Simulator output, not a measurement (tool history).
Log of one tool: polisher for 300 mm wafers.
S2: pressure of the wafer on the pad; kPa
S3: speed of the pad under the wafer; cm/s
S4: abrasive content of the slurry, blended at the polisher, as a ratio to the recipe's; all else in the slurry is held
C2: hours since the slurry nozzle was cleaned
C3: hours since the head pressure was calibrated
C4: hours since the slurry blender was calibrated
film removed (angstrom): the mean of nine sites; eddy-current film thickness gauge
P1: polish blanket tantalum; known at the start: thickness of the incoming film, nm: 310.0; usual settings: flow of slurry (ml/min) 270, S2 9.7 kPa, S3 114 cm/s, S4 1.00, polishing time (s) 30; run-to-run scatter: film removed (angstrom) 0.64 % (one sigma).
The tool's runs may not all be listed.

Run 1, hour 9.9: flow of slurry (ml/min) 270, S2 9.7 kPa, S3 114 cm/s, S4 1.00, polishing time (s) 30; wafers polished on this pad 891; C2 339.2; C3 445.0; C4 113.9. Result: film removed (angstrom) 333.24.
Run 2, hour 18.4: flow of slurry (ml/min) 270, S2 9.7 kPa, S3 114 cm/s, S4 1.00, polishing time (s) 30; wafers polished on this pad 972; C2 347.7; C3 453.5; C4 122.4. Result: film removed (angstrom) 331.27.
Run 3, hour 24.6: flow of slurry (ml/min) 270, S2 14.5 kPa, S3 114 cm/s, S4 1.00, polishing time (s) 30; wafers polished on this pad 1032; C2 353.9; C3 459.7; C4 128.6. Result: film removed (angstrom) 500.51.
Run 4, hour 34.5: flow of slurry (ml/min) 270, S2 9.7 kPa, S3 114 cm/s, S4 1.00, polishing time (s) 30; wafers polished on this pad 1127; C2 363.8; C3 469.6; C4 138.5. Result: film removed (angstrom) 328.66.
Run 5, hour 44.7: flow of slurry (ml/min) 270, S2 9.7 kPa, S3 114 cm/s, S4 1.00, polishing time (s) 14; wafers polished on this pad 1225; C2 374.0; C3 479.8; C4 148.7. Result: film removed (angstrom) 155.20.
Run 6, hour 53.2: flow of slurry (ml/min) 270, S2 9.7 kPa, S3 54 cm/s, S4 1.00, polishing time (s) 30; wafers polished on this pad 1307; C2 382.5; C3 488.3; C4 157.2. Result: film removed (angstrom) 156.16.
Run 7, hour 63.3: flow of slurry (ml/min) 425, S2 9.7 kPa, S3 114 cm/s, S4 1.00, polishing time (s) 30; wafers polished on this pad 1404; C2 392.6; C3 498.4; C4 167.3. Result: film removed (angstrom) 342.05.
Run 8, hour 73.1: flow of slurry (ml/min) 160, S2 9.7 kPa, S3 86 cm/s, S4 1.00, polishing time (s) 30; wafers polished on this pad 1498; C2 402.4; C3 508.2; C4 177.1. Result: film removed (angstrom) 234.81.
Run 9, hour 82.7: flow of slurry (ml/min) 270, S2 9.7 kPa, S3 114 cm/s, S4 0.75, polishing time (s) 30; wafers polished on this pad 1590; C2 412.0; C3 517.8; C4 186.7. Result: film removed (angstrom) 303.50.
Run 10, hour 91.7: flow of slurry (ml/min) 270, S2 9.7 kPa, S3 114 cm/s, S4 1.00, polishing time (s) 43; wafers polished on this pad 1677; C2 421.0; C3 526.8; C4 195.7. Result: film removed (angstrom) 471.98.
Run 11, hour 97.5: flow of slurry (ml/min) 185, S2 9.7 kPa, S3 114 cm/s, S4 1.00, polishing time (s) 17; wafers polished on this pad 1733; C2 426.8; C3 532.6; C4 201.5. Result: film removed (angstrom) 181.06.
Run 12, hour 105.5: flow of slurry (ml/min) 360, S2 9.7 kPa, S3 74 cm/s, S4 1.00, polishing time (s) 30; wafers polished on this pad 1810; C2 434.8; C3 540.6; C4 209.5. Result: film removed (angstrom) 220.19.
Run 13, hour 110.4: flow of slurry (ml/min) 270, S2 4.1 kPa, S3 114 cm/s, S4 1.00, polishing time (s) 30; wafers polished on this pad 1857; C2 439.7; C3 545.5; C4 214.4. Result: film removed (angstrom) 140.49.
At hour 118.3: slurry blender recalibrated.
Run 14, hour 118.5: flow of slurry (ml/min) 160, S2 9.7 kPa, S3 114 cm/s, S4 1.00, polishing time (s) 30; wafers polished on this pad 1934; C2 447.8; C3 553.6; C4 0.2. Result: film removed (angstrom) 310.66.
Run 15, hour 127.1: flow of slurry (ml/min) 270, S2 9.7 kPa, S3 150 cm/s, S4 1.00, polishing time (s) 30; wafers polished on this pad 2017; C2 456.4; C3 562.2; C4 8.8. Result: film removed (angstrom) 444.80.
Run 16, hour 135.4: flow of slurry (ml/min) 270, S2 9.7 kPa, S3 114 cm/s, S4 1.00, polishing time (s) 30; wafers polished on this pad 2097; C2 464.7; C3 570.5; C4 17.1. Result: film removed (angstrom) 334.31.
Run 17, hour 140.5: flow of slurry (ml/min) 270, S2 9.7 kPa, S3 114 cm/s, S4 1.00, polishing time (s) 30; wafers polished on this pad 2146; C2 469.8; C3 575.6; C4 22.2. Result: film removed (angstrom) 331.37.
Run 18, hour 150.2: flow of slurry (ml/min) 270, S2 9.7 kPa, S3 114 cm/s, S4 1.00, polishing time (s) 30; wafers polished on this pad 2239; C2 479.5; C3 585.3; C4 31.9. Result: film removed (angstrom) 334.31.
Run 19, hour 156.6: flow of slurry (ml/min) 270, S2 9.7 kPa, S3 114 cm/s, S4 1.45, polishing time (s) 30; wafers polished on this pad 2301; C2 485.9; C3 591.7; C4 38.3. Result: film removed (angstrom) 368.03.
Run 20, hour 166.2: flow of slurry (ml/min) 270, S2 9.7 kPa, S3 114 cm/s, S4 1.00, polishing time (s) 30; wafers polished on this pad 2393; C2 495.5; C3 601.3; C4 47.9. Result: film removed (angstrom) 336.92.
Run 21, hour 171.7: flow of slurry (ml/min) 270, S2 9.7 kPa, S3 114 cm/s, S4 1.00, polishing time (s) 30; wafers polished on this pad 2446; C2 501.0; C3 606.8; C4 53.4. Result: film removed (angstrom) 323.38.
Run 22, hour 178.1: flow of slurry (ml/min) 270, S2 9.7 kPa, S3 114 cm/s, S4 1.00, polishing time (s) 30; wafers polished on this pad 2507; C2 507.4; C3 613.2; C4 59.8. Result: film removed (angstrom) 316.88.
Run 23, hour 188.6: flow of slurry (ml/min) 270, S2 9.7 kPa, S3 114 cm/s, S4 1.00, polishing time (s) 30; wafers polished on this pad 2608; C2 517.9; C3 623.7; C4 70.3. Result: film removed (angstrom) 305.79.
Run 24, hour 194.9: flow of slurry (ml/min) 270, S2 9.7 kPa, S3 114 cm/s, S4 1.00, polishing time (s) 30; wafers polished on this pad 2669; C2 524.2; C3 630.0; C4 76.6. Result: film removed (angstrom) 302.97.
At hour 196.6: worn pad replaced by a new one.
At hour 198.4: slurry nozzle cleaned.
Run 25, hour 204.2: flow of slurry (ml/min) 270, S2 9.7 kPa, S3 114 cm/s, S4 1.00, polishing time (s) 30; wafers polished on this pad 73; C2 5.8; C3 639.3; C4 85.9. Result: film removed (angstrom) 303.21.
Run 26, hour 214.7: flow of slurry (ml/min) 270, S2 9.7 kPa, S3 114 cm/s, S4 1.00, polishing time (s) 30; wafers polished on this pad 174; C2 16.3; C3 649.8; C4 96.4. Result: film removed (angstrom) 298.04.
Run 27, hour 221.8: flow of slurry (ml/min) 270, S2 9.7 kPa, S3 114 cm/s, S4 1.00, polishing time (s) 30; wafers polished on this pad 243; C2 23.4; C3 656.9; C4 103.5. Result: film removed (angstrom) 296.58.
Run 28, hour 229.8: flow of slurry (ml/min) 270, S2 9.7 kPa, S3 114 cm/s, S4 1.00, polishing time (s) 30; wafers polished on this pad 320; C2 31.4; C3 664.9; C4 111.5. Result: film removed (angstrom) 294.24.
Run 29, hour 238.3: flow of slurry (ml/min) 270, S2 9.7 kPa, S3 114 cm/s, S4 1.00, polishing time (s) 30; wafers polished on this pad 401; C2 39.9; C3 673.4; C4 120.0. Result: film removed (angstrom) 293.67.

What P1 gives has crept away from where it was. These 2 causes fit the log equally well, each at the size given:
A: abrasive missing from the slurry, % = 31.1
B: head's pressure below its setpoint, % = 11.4
The creep began at about hour 166.2.
Why every other cause is out:
removal rate lost through wear of the pad, %: serviced at hour 196.6, which brought nothing back
slurry flow missing at the pad, %: serviced at hour 198.4, which brought nothing back

4 check runs are offered, each on 5 wafers whose results are averaged, their results left as question marks. Which one tells the causes apart?
Run check 1, hour 246.8: flow of slurry (ml/min) 270, S2 9.7 kPa, S3 114 cm/s, S4 1.40, polishing time (s) 30. Result: film removed (angstrom) ?.
Run check 2, hour 246.8: flow of slurry (ml/min) 180, S2 9.7 kPa, S3 114 cm/s, S4 1.00, polishing time (s) 36. Result: film removed (angstrom) ?.
Run check 3, hour 246.8: flow of slurry (ml/min) 195, S2 9.7 kPa, S3 114 cm/s, S4 1.00, polishing time (s) 30. Result: film removed (angstrom) ?.
Run check 4, hour 246.8: flow of slurry (ml/min) 270, S2 9.7 kPa, S3 80 cm/s, S4 1.00, polishing time (s) 30. Result: film removed (angstrom) ?.

What each check would give under each cause:
  check                   result    if A    if B
check 1  film removed (angstrom)  329.70  321.42
check 2  film removed (angstrom)  337.33  337.41
check 3  film removed (angstrom)  284.25  284.32
check 4  film removed (angstrom)  207.09  207.14
How far apart the two closest causes lie, in the result that separates them most: check 1 2.54 %; check 2 0.03 %; check 3 0.03 %; check 4 0.03 %
Check 1 tells the causes apart: in the others they would give nearly the same result.

Then check 1 was run and gave: film removed (angstrom) 330.45. Which cause is it?

It is A: abrasive missing from the slurry, %.
